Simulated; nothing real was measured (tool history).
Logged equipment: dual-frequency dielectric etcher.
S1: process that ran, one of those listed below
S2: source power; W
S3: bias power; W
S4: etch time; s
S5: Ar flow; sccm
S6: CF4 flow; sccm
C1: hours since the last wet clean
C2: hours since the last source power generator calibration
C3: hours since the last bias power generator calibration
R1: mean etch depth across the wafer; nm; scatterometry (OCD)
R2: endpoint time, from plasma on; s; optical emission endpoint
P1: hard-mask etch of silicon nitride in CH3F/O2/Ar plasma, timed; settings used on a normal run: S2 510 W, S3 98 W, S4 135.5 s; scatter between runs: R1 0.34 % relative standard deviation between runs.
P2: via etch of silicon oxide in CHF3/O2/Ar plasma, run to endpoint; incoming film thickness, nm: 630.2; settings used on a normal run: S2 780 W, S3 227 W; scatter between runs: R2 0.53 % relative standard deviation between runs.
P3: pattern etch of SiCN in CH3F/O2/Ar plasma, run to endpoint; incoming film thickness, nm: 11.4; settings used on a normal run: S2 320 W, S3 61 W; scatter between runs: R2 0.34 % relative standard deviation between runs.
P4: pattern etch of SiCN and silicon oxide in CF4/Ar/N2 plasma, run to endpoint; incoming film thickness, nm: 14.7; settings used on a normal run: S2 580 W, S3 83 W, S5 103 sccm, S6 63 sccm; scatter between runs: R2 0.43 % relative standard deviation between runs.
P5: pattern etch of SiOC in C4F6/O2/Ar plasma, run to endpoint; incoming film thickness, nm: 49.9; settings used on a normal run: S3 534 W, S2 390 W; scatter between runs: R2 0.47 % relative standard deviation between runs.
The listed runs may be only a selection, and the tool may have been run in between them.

{"run": 1, "hour": 12.1, "S1": "P1", "S2": 510, "S3": 98, "S4": 135.5, "C1": 119.6, "C2": 845.7, "C3": 1009.4, "R1": 110.35}
{"run": 2, "hour": 27.1, "S1": "P4", "S2": 580, "S3": 83, "S5": 103, "S6": 78, "C1": 134.6, "C2": 860.7, "C3": 1024.4, "R2": 13.135}
{"run": 3, "hour": 36.0, "S1": "P5", "S2": 390, "S3": 534, "C1": 143.5, "C2": 869.6, "C3": 1033.3, "R2": 16.024}
{"run": 4, "hour": 45.4, "S1": "P3", "S2": 320, "S3": 61, "C1": 152.9, "C2": 879, "C3": 1042.7, "R2": 35.519}
{"run": 5, "hour": 54.8, "S1": "P5", "S2": 390, "S3": 350, "C1": 162.3, "C2": 888.4, "C3": 1052.1, "R2": 18.795}
{"run": 6, "hour": 68.3, "S1": "P3", "S2": 400, "S3": 61, "C1": 175.8, "C2": 901.9, "C3": 1065.6, "R2": 32.581}
{"run": 7, "hour": 80.1, "S1": "P1", "S2": 510, "S3": 98, "S4": 135.5, "C1": 187.6, "C2": 913.7, "C3": 1077.4, "R1": 109.76}
{"run": 8, "hour": 95.6, "S1": "P2", "S2": 780, "S3": 227, "C1": 203.1, "C2": 929.2, "C3": 1092.9, "R2": 272.2}
{"run": 9, "hour": 109.3, "S1": "P5", "S2": 390, "S3": 534, "C1": 216.8, "C2": 942.9, "C3": 1106.6, "R2": 16.098}
{"run": 10, "hour": 121.2, "S1": "P1", "S2": 510, "S3": 98, "S4": 135.5, "C1": 228.7, "C2": 954.8, "C3": 1118.5, "R1": 109.77}
{"run": 11, "hour": 140.7, "S1": "P4", "S2": 580, "S3": 83, "S5": 134, "S6": 63, "C1": 248.2, "C2": 974.3, "C3": 1138, "R2": 14.166}
{"run": 12, "hour": 150.4, "S1": "P1", "S2": 510, "S3": 98, "S4": 167, "C1": 257.9, "C2": 984, "C3": 1147.7, "R1": 135.75}
{"run": 13, "hour": 164.3, "S1": "P4", "S2": 680, "S3": 83, "S5": 103, "S6": 63, "C1": 271.8, "C2": 997.9, "C3": 1161.6, "R2": 11.831}
{"run": 14, "hour": 176.5, "S1": "P4", "S2": 580, "S3": 50, "S5": 103, "S6": 63, "C1": 284, "C2": 1010.1, "C3": 1173.8, "R2": 15.968}
{"run": 15, "hour": 186.6, "S1": "P2", "S2": 780, "S3": 162, "C1": 294.1, "C2": 1020.2, "C3": 1183.9, "R2": 302.18}
{"run": 16, "hour": 205.3, "S1": "P1", "S2": 360, "S3": 98, "S4": 77.5, "C1": 312.8, "C2": 1038.9, "C3": 1202.6, "R1": 55.391}
{"run": 17, "hour": 217.7, "S1": "P4", "S2": 580, "S3": 83, "S5": 103, "S6": 63, "C1": 325.2, "C2": 1051.3, "C3": 1215, "R2": 13.605}
{"hour": 223.4, "done": "bias power generator calibrated"}
{"run": 18, "hour": 232.4, "S1": "P4", "S2": 580, "S3": 83, "S5": 103, "S6": 63, "C1": 339.9, "C2": 1066, "C3": 9, "R2": 13.487}
{"run": 19, "hour": 243.6, "S1": "P1", "S2": 510, "S3": 98, "S4": 135.5, "C1": 351.1, "C2": 1077.2, "C3": 20.2, "R1": 110.53}
{"run": 20, "hour": 258.7, "S1": "P1", "S2": 310, "S3": 98, "S4": 135.5, "C1": 366.2, "C2": 1092.3, "C3": 35.3, "R1": 91.396}
{"run": 21, "hour": 274.1, "S1": "P1", "S2": 510, "S3": 98, "S4": 80, "C1": 381.6, "C2": 1107.7, "C3": 50.7, "R1": 65.128}
{"run": 22, "hour": 287.7, "S1": "P1", "S2": 710, "S3": 98, "S4": 135.5, "C1": 395.2, "C2": 1121.3, "C3": 64.3, "R1": 123.92}
{"run": 23, "hour": 303.2, "S1": "P1", "S2": 510, "S3": 61, "S4": 135.5, "C1": 410.7, "C2": 1136.8, "C3": 79.8, "R1": 93.376}
{"run": 24, "hour": 316.0, "S1": "P3", "S2": 320, "S3": 80, "C1": 423.5, "C2": 1149.6, "C3": 92.6, "R2": 32.205}
{"run": 25, "hour": 330.1, "S1": "P5", "S2": 250, "S3": 534, "C1": 437.6, "C2": 1163.7, "C3": 106.7, "R2": 18.928}
{"run": 26, "hour": 345.6, "S1": "P1", "S2": 510, "S3": 119, "S4": 107, "C1": 453.1, "C2": 1179.2, "C3": 122.2, "R1": 92.606}
{"run": 27, "hour": 359.3, "S1": "P1", "S2": 510, "S3": 75, "S4": 98.5, "C1": 466.8, "C2": 1192.9, "C3": 135.9, "R1": 72.8}
{"run": 28, "hour": 374.6, "S1": "P2", "S2": 960, "S3": 227, "C1": 482.1, "C2": 1208.2, "C3": 151.2, "R2": 250.42}
{"run": 29, "hour": 386.8, "S1": "P1", "S2": 510, "S3": 128, "S4": 135.5, "C1": 494.3, "C2": 1220.4, "C3": 163.4, "R1": 121.66}
{"run": 30, "hour": 402.0, "S1": "P1", "S2": 510, "S3": 98, "S4": 135.5, "C1": 509.5, "C2": 1235.6, "C3": 178.6, "R1": 109.73}
{"run": 31, "hour": 411.7, "S1": "P1", "S2": 510, "S3": 98, "S4": 135.5, "C1": 519.2, "C2": 1245.3, "C3": 188.3, "R1": 109.46}
{"run": 32, "hour": 422.2, "S1": "P1", "S2": 510, "S3": 98, "S4": 135.5, "C1": 529.7, "C2": 1255.8, "C3": 198.8, "R1": 109.75}
{"run": 33, "hour": 440.1, "S1": "P1", "S2": 510, "S3": 98, "S4": 135.5, "C1": 547.6, "C2": 1273.7, "C3": 216.7, "R1": 108.83}
{"run": 34, "hour": 452.0, "S1": "P1", "S2": 510, "S3": 98, "S4": 135.5, "C1": 559.5, "C2": 1285.6, "C3": 228.6, "R1": 108.76}
{"run": 35, "hour": 466.9, "S1": "P1", "S2": 510, "S3": 98, "S4": 135.5, "C1": 574.4, "C2": 1300.5, "C3": 243.5, "R1": 108.7}
{"hour": 476.9, "done": "wet clean of the chamber"}
{"run": 36, "hour": 478.0, "S1": "P1", "S2": 510, "S3": 98, "S4": 135.5, "C1": 1.2, "C2": 1311.6, "C3": 254.6, "R1": 108.4}
{"run": 37, "hour": 492.5, "S1": "P1", "S2": 510, "S3": 98, "S4": 135.5, "C1": 15.7, "C2": 1326.1, "C3": 269.1, "R1": 108.59}
{"run": 38, "hour": 501.6, "S1": "P1", "S2": 510, "S3": 98, "S4": 135.5, "C1": 24.8, "C2": 1335.2, "C3": 278.2, "R1": 108.74}
{"run": 39, "hour": 519.1, "S1": "P1", "S2": 510, "S3": 98, "S4": 135.5, "C1": 42.3, "C2": 1352.7, "C3": 295.7, "R1": 108.29}
{"run": 40, "hour": 528.7, "S1": "P1", "S2": 510, "S3": 98, "S4": 135.5, "C1": 51.9, "C2": 1362.3, "C3": 305.3, "R1": 108.36}
{"run": 41, "hour": 538.8, "S1": "P1", "S2": 510, "S3": 98, "S4": 135.5, "C1": 62, "C2": 1372.4, "C3": 315.4, "R1": 108.39}

What P1 gives has crept away from where it was. These 2 causes fit the log equally well, each at the size given:
A: source power that arrives under what is set, % = 4.48
B: bias power that arrives under what is set, % = 4.68
The creep began at about hour 411.7.
Every other cause this tool's parts could produce, and why it does not fit the log:
chamber walls in a state that lowers the etch rate, %: maintenance at hour 476.9, after the shift began, did not return the process to its former output

Which of the check runs below tells the causes apart, meaning the causes would give it clearly different results? Each run uses 2 wafers whose results are averaged, and each result is shown as a question mark.
{"run": "check 1", "hour": 548.9, "S1": "P3", "S2": 320, "S3": 61, "R2": "?"}
{"run": "check 2", "hour": 548.9, "S1": "P2", "S2": 780, "S3": 227, "R2": "?"}
{"run": "check 3", "hour": 548.9, "S1": "P5", "S2": 390, "S3": 534, "R2": "?"}
{"run": "check 4", "hour": 548.9, "S1": "P4", "S2": 580, "S3": 83, "S5": 103, "S6": 63, "R2": "?"}

Outcome of each check run for each possible cause:
check=check_1 result=R2 if_A=36.262 if_B=36.234
check=check_2 result=R2 if_A=275.53 if_B=275.28
check=check_3 result=R2 if_A=16.314 if_B=16.334
check=check_4 result=R2 if_A=14.118 if_B=13.788
Minimum pairwise separation of causes per check, each pair taken at its best-separating result: check 1 0.08 %; check 2 0.09 %; check 3 0.12 %; check 4 2.37 %
Only in check 4 would the causes give clearly different results; in the remaining checks their results would be nearly the same.

Check 4 was then run and gave: R2 14.102 s. Which cause is it?

It was cause A: source power that arrives under what is set, %.
